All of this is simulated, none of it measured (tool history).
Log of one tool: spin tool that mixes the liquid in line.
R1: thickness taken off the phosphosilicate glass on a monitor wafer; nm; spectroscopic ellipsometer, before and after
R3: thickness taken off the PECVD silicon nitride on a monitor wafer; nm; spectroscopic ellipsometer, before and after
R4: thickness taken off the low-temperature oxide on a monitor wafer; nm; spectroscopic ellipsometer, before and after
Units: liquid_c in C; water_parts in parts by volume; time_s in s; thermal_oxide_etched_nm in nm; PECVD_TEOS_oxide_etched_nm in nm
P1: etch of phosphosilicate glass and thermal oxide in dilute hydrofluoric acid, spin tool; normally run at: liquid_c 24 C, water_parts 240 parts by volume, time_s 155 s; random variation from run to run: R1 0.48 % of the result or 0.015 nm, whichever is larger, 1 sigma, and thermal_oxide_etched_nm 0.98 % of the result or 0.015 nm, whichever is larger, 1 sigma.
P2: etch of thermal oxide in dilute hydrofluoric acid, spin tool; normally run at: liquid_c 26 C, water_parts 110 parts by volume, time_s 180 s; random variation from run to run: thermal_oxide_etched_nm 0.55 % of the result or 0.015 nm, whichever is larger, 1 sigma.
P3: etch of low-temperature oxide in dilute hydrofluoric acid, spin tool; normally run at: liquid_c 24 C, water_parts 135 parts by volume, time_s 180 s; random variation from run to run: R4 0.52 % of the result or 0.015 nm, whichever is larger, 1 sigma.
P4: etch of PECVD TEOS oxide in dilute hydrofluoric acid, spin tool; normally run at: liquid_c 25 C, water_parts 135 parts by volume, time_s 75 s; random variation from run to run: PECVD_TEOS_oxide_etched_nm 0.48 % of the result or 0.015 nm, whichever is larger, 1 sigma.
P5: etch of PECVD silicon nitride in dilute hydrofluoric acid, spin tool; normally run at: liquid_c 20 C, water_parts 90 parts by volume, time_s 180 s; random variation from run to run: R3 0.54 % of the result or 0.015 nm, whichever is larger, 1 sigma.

Run 1, hour 6.4: process P1, liquid_c 24 C, water_parts 240 parts by volume, time_s 155 s. Result: R1 50.411 nm, thermal_oxide_etched_nm 2.4765 nm.
Run 2, hour 16.3: process P1, liquid_c 24 C, water_parts 75 parts by volume, time_s 155 s. Result: R1 193.78 nm, thermal_oxide_etched_nm 9.6762 nm.
Run 3, hour 26.7: process P5, liquid_c 27.5 C, water_parts 90 parts by volume, time_s 180 s. Result: R3 7.0299 nm.
Run 4, hour 38.7: process P3, liquid_c 24 C, water_parts 135 parts by volume, time_s 180 s. Result: R4 19.225 nm.
Run 5, hour 50.5: process P3, liquid_c 24 C, water_parts 65 parts by volume, time_s 180 s. Result: R4 43.622 nm.
Run 6, hour 59.5: process P4, liquid_c 25 C, water_parts 230 parts by volume, time_s 75 s. Result: PECVD_TEOS_oxide_etched_nm 4.6124 nm.
Run 7, hour 71.2: process P1, liquid_c 19 C, water_parts 240 parts by volume, time_s 155 s. Result: R1 41.828 nm, thermal_oxide_etched_nm 2.0669 nm.
Run 8, hour 83.7: process P1, liquid_c 24 C, water_parts 240 parts by volume, time_s 155 s. Result: R1 50.574 nm, thermal_oxide_etched_nm 2.4995 nm.
Run 9, hour 94.2: process P5, liquid_c 20 C, water_parts 90 parts by volume, time_s 180 s. Result: R3 4.2437 nm.
Run 10, hour 106.5: process P2, liquid_c 26 C, water_parts 110 parts by volume, time_s 350 s. Result: thermal_oxide_etched_nm 16.197 nm.
Run 11, hour 116: process P1, liquid_c 31 C, water_parts 240 parts by volume, time_s 155 s. Result: R1 64.058 nm, thermal_oxide_etched_nm 3.1912 nm.
Run 12, hour 129.1: process P4, liquid_c 25 C, water_parts 135 parts by volume, time_s 75 s. Result: PECVD_TEOS_oxide_etched_nm 8.7351 nm.
Run 13, hour 139.7: process P1, liquid_c 24 C, water_parts 240 parts by volume, time_s 155 s. Result: R1 49.964 nm, thermal_oxide_etched_nm 2.431 nm.
Run 14, hour 151: process P1, liquid_c 24 C, water_parts 240 parts by volume, time_s 155 s. Result: R1 50.649 nm, thermal_oxide_etched_nm 2.4309 nm.
Run 15, hour 161.5: process P3, liquid_c 24 C, water_parts 135 parts by volume, time_s 180 s. Result: R4 19.35 nm.
Run 16, hour 170.1: process P3, liquid_c 24 C, water_parts 135 parts by volume, time_s 345 s. Result: R4 37.236 nm.
Run 17, hour 180.8: process P1, liquid_c 24 C, water_parts 140 parts by volume, time_s 290 s. Result: R1 178.77 nm, thermal_oxide_etched_nm 9.0036 nm.
Run 18, hour 187.5: process P4, liquid_c 33 C, water_parts 135 parts by volume, time_s 75 s. Result: PECVD_TEOS_oxide_etched_nm 11.745 nm.
Run 19, hour 194.5: process P1, liquid_c 24 C, water_parts 240 parts by volume, time_s 300 s. Result: R1 98.057 nm, thermal_oxide_etched_nm 4.7449 nm.
Run 20, hour 205.2: process P2, liquid_c 26 C, water_parts 110 parts by volume, time_s 180 s. Result: thermal_oxide_etched_nm 8.3566 nm.
Run 21, hour 216.9: process P3, liquid_c 17 C, water_parts 135 parts by volume, time_s 180 s. Result: R4 14.497 nm.
Run 22, hour 227.7: process P1, liquid_c 24 C, water_parts 355 parts by volume, time_s 155 s. Result: R1 30.311 nm, thermal_oxide_etched_nm 1.491 nm.
Run 23, hour 237.7: process P5, liquid_c 20 C, water_parts 30 parts by volume, time_s 180 s. Result: R3 12.228 nm.
Run 24, hour 246.7: process P4, liquid_c 25 C, water_parts 135 parts by volume, time_s 15 s. Result: PECVD_TEOS_oxide_etched_nm 1.7803 nm.
Run 25, hour 254.1: process P1, liquid_c 24 C, water_parts 240 parts by volume, time_s 80 s. Result: R1 26.155 nm, thermal_oxide_etched_nm 1.2811 nm.
Run 26, hour 263.3: process P1, liquid_c 24 C, water_parts 240 parts by volume, time_s 155 s. Result: R1 50.225 nm, thermal_oxide_etched_nm 2.5126 nm.
Run 27, hour 270.5: process P4, liquid_c 25 C, water_parts 135 parts by volume, time_s 75 s. Result: PECVD_TEOS_oxide_etched_nm 8.7999 nm.
Run 28, hour 276.4: process P2, liquid_c 34 C, water_parts 110 parts by volume, time_s 180 s. Result: thermal_oxide_etched_nm 11.328 nm.
Run 29, hour 283.4: process P5, liquid_c 20 C, water_parts 90 parts by volume, time_s 60 s. Result: R3 1.4191 nm.
Run 30, hour 289.7: process P2, liquid_c 26 C, water_parts 65 parts by volume, time_s 180 s. Result: thermal_oxide_etched_nm 14.995 nm.
Run 31, hour 295.6: process P1, liquid_c 19.5 C, water_parts 240 parts by volume, time_s 75 s. Result: R1 20.607 nm, thermal_oxide_etched_nm 1.0023 nm.
Run 32, hour 303.3: process P5, liquid_c 20 C, water_parts 90 parts by volume, time_s 180 s. Result: R3 4.2262 nm.
Run 33, hour 315.3: process P1, liquid_c 24 C, water_parts 240 parts by volume, time_s 155 s. Result: R1 50.454 nm, thermal_oxide_etched_nm 2.4484 nm.
Run 34, hour 328.3: process P1, liquid_c 24 C, water_parts 240 parts by volume, time_s 155 s. Result: R1 48.749 nm, thermal_oxide_etched_nm 2.4105 nm.
Run 35, hour 339.1: process P1, liquid_c 24 C, water_parts 240 parts by volume, time_s 155 s. Result: R1 47.863 nm, thermal_oxide_etched_nm 2.3938 nm.
Run 36, hour 351.1: process P1, liquid_c 24 C, water_parts 240 parts by volume, time_s 155 s. Result: R1 46.826 nm, thermal_oxide_etched_nm 2.3327 nm.
Run 37, hour 363: process P1, liquid_c 24 C, water_parts 240 parts by volume, time_s 155 s. Result: R1 47.187 nm, thermal_oxide_etched_nm 2.3175 nm.
Run 38, hour 372.9: process P1, liquid_c 24 C, water_parts 240 parts by volume, time_s 155 s. Result: R1 47.003 nm, thermal_oxide_etched_nm 2.3391 nm.
Run 39, hour 380.4: process P1, liquid_c 24 C, water_parts 240 parts by volume, time_s 155 s. Result: R1 46.648 nm, thermal_oxide_etched_nm 2.3289 nm.
Run 40, hour 387.5: process P1, liquid_c 24 C, water_parts 240 parts by volume, time_s 155 s. Result: R1 46.795 nm, thermal_oxide_etched_nm 2.323 nm.
Run 41, hour 400.6: process P1, liquid_c 24 C, water_parts 240 parts by volume, time_s 155 s. Result: R1 46.672 nm, thermal_oxide_etched_nm 2.298 nm.
Run 42, hour 407.9: process P1, liquid_c 24 C, water_parts 240 parts by volume, time_s 155 s. Result: R1 46.545 nm, thermal_oxide_etched_nm 2.3202 nm.

What P1 gives has crept away from where it was. These 2 causes fit the log equally well, each at the size given:
A: liquid colder than its thermometer reads (K) = 2.02
B: hydrofluoric acid flow below the setpoint (%) = 5.71
The creep began at about hour 315.3.

4 check runs are offered, one wafer each, their results left as question marks. Which one tells the causes apart?
Run check 1, hour 415.2: process P2, liquid_c 26 C, water_parts 110 parts by volume, time_s 180 s. Result: thermal_oxide_etched_nm ?.
Run check 2, hour 415.2: process P3, liquid_c 24 C, water_parts 135 parts by volume, time_s 180 s. Result: R4 ?.
Run check 3, hour 415.2: process P4, liquid_c 25 C, water_parts 135 parts by volume, time_s 75 s. Result: PECVD_TEOS_oxide_etched_nm ?.
Run check 4, hour 415.2: process P5, liquid_c 20 C, water_parts 90 parts by volume, time_s 180 s. Result: R3 ?.

What each check would give under each cause:
  check                      result    if A    if B
check 1     thermal_oxide_etched_nm  7.7183  7.8078
check 2                          R4  17.781  17.969
check 3  PECVD_TEOS_oxide_etched_nm  8.1083  8.1858
check 4                          R3  3.6974  4.0125
How far apart the two closest causes lie, in the result that separates them most: check 1 1.15 %; check 2 1.05 %; check 3 0.95 %; check 4 8.18 %
Only check 4 tells the causes apart: in the others they would give nearly the same result.

Then check 4 was run and gave: R3 3.6987 nm. Which cause is it?

It is A: liquid colder than its thermometer reads (K).
